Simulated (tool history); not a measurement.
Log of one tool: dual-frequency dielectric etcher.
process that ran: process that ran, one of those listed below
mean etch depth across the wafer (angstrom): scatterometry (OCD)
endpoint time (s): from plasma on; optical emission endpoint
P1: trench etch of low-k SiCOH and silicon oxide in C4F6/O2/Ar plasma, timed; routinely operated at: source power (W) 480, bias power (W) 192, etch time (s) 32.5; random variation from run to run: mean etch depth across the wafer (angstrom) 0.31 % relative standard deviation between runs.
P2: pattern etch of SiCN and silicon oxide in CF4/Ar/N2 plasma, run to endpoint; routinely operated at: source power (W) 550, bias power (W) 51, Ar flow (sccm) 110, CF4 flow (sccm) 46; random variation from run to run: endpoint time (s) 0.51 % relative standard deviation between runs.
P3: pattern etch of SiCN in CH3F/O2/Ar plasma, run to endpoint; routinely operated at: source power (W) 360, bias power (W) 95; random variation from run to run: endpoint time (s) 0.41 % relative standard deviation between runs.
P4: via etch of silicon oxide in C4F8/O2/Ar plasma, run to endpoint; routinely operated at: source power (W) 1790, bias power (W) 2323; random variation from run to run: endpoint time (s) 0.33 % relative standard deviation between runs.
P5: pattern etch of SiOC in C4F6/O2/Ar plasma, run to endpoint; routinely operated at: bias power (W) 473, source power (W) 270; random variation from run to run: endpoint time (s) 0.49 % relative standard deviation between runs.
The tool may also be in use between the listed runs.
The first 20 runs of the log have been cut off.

run	hour	process that ran	source power (W)	bias power (W)	etch time (s)	Ar flow (sccm)	CF4 flow (sccm)	hours since the last wet clean	hours since the last source power generator calibration	hours since the last bias power generator calibration	mean etch depth across the wafer (angstrom)	endpoint time (s)
21	146.8	P5	270	473				31.8	1559.5	3189.3		10.7440
22	153.9	P1	480	192	32.5			38.9	1566.6	3196.4	1060.30	
23	160.9	P5	170	473				45.9	1573.6	3203.4		12.7160
24	166.3	P3	360	95				51.3	1579.0	3208.8		21.5350
25	173.9	P4	1790	2323				58.9	1586.6	3216.4		230.7000
26	179.6	P1	480	116	25.0			64.6	1592.3	3222.1	706.49	
27	184.1	P1	390	192	32.5			69.1	1596.8	3226.6	980.86	
28	192.9	P1	480	149	32.5			77.9	1605.6	3235.4	987.35	
29	199.9	P1	640	192	32.5			84.9	1612.6	3242.4	1191.00	
30	205.4	P1	480	192	32.5			90.4	1618.1	3247.9	1057.40	
31	213.4	P1	480	192	32.5			98.4	1626.1	3255.9	1064.60	
32	221.2	P1	480	192	32.5			106.2	1633.9	3263.7	1052.20	
33	228.9	P1	480	192	32.5			113.9	1641.6	3271.4	1051.70	

Run 34 is up next; what results do you expect?
34	235.1	P1	480	192	32.5			120.1	1647.8	3277.6	?	

mean etch depth across the wafer (angstrom): 1052.40
